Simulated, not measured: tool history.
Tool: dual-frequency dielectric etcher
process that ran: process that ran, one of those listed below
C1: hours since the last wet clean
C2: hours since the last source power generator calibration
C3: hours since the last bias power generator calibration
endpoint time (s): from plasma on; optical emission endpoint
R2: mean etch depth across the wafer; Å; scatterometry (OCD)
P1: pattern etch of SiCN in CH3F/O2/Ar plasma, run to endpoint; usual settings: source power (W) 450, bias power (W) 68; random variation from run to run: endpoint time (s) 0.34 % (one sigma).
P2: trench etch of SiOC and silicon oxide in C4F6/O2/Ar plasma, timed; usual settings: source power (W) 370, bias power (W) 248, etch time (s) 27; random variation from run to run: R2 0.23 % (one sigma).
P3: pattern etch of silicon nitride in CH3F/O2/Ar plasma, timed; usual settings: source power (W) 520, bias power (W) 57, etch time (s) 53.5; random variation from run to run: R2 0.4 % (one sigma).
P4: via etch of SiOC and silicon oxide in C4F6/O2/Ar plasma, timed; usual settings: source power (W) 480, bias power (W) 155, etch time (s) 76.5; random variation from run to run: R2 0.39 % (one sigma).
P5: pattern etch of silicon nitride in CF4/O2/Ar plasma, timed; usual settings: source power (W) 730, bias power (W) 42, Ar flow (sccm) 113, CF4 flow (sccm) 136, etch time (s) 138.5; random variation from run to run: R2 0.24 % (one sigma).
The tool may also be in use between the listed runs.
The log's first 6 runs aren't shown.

Run 7, day 3.042: process that ran P1, source power (W) 450, bias power (W) 68; C1 317.4; C2 964.2; C3 628.5. Result: endpoint time (s) 23.989.
Run 8, day 3.462: process that ran P4, source power (W) 480, bias power (W) 155, etch time (s) 48.5; C1 327.5; C2 974.3; C3 638.6. Result: R2 549.03 Å.
Run 9, day 3.729: process that ran P3, source power (W) 520, bias power (W) 77, etch time (s) 53.5; C1 333.9; C2 980.7; C3 645. Result: R2 411.55 Å.
Run 10, day 4.2: process that ran P5, source power (W) 730, bias power (W) 42, etch time (s) 138.5, Ar flow (sccm) 113, CF4 flow (sccm) 136; C1 345.2; C2 992; C3 656.3. Result: R2 3594.7 Å.
At day 4.571: source power generator calibrated.
Run 11, day 4.642: process that ran P1, source power (W) 550, bias power (W) 68; C1 355.8; C2 1.8; C3 666.9. Result: endpoint time (s) 22.236.
Run 12, day 5.104: process that ran P3, source power (W) 520, bias power (W) 57, etch time (s) 35.5; C1 366.9; C2 12.9; C3 678. Result: R2 248.47 Å.
Run 13, day 5.575: process that ran P2, source power (W) 370, bias power (W) 248, etch time (s) 27; C1 378.2; C2 24.2; C3 689.3. Result: R2 568.65 Å.
Run 14, day 6.004: process that ran P4, source power (W) 480, bias power (W) 155, etch time (s) 76.5; C1 388.5; C2 34.5; C3 699.6. Result: R2 866.63 Å.
Run 15, day 6.421: process that ran P1, source power (W) 450, bias power (W) 68; C1 398.5; C2 44.5; C3 709.6. Result: endpoint time (s) 24.124.
Run 16, day 6.879: process that ran P3, source power (W) 520, bias power (W) 57, etch time (s) 53.5; C1 409.5; C2 55.5; C3 720.6. Result: R2 373.61 Å.
Run 17, day 7.15: process that ran P5, source power (W) 730, bias power (W) 42, etch time (s) 98.5, Ar flow (sccm) 113, CF4 flow (sccm) 136; C1 416; C2 62; C3 727.1. Result: R2 2547.9 Å.
Run 18, day 7.396: process that ran P2, source power (W) 370, bias power (W) 248, etch time (s) 37.5; C1 421.9; C2 67.9; C3 733. Result: R2 790.58 Å.
Run 19, day 7.746: process that ran P1, source power (W) 630, bias power (W) 56; C1 430.3; C2 76.3; C3 741.4. Result: endpoint time (s) 22.515.
Run 20, day 8.258: process that ran P1, source power (W) 600, bias power (W) 81; C1 442.6; C2 88.6; C3 753.7. Result: endpoint time (s) 20.371.
Run 21, day 8.646: process that ran P4, source power (W) 350, bias power (W) 155, etch time (s) 76.5; C1 451.9; C2 97.9; C3 763. Result: R2 762.76 Å.
Run 22, day 9.179: process that ran P5, source power (W) 940, bias power (W) 42, etch time (s) 138.5, Ar flow (sccm) 113, CF4 flow (sccm) 136; C1 464.7; C2 110.7; C3 775.8. Result: R2 4475 Å.

Run 23 comes next. What will it give?
Run 23, day 9.646: process that ran P3, source power (W) 520, bias power (W) 57, etch time (s) 53.5; C1 475.9; C2 121.9; C3 787. Result: R2 ?.

{"run 23": {"R2": 374.22}}
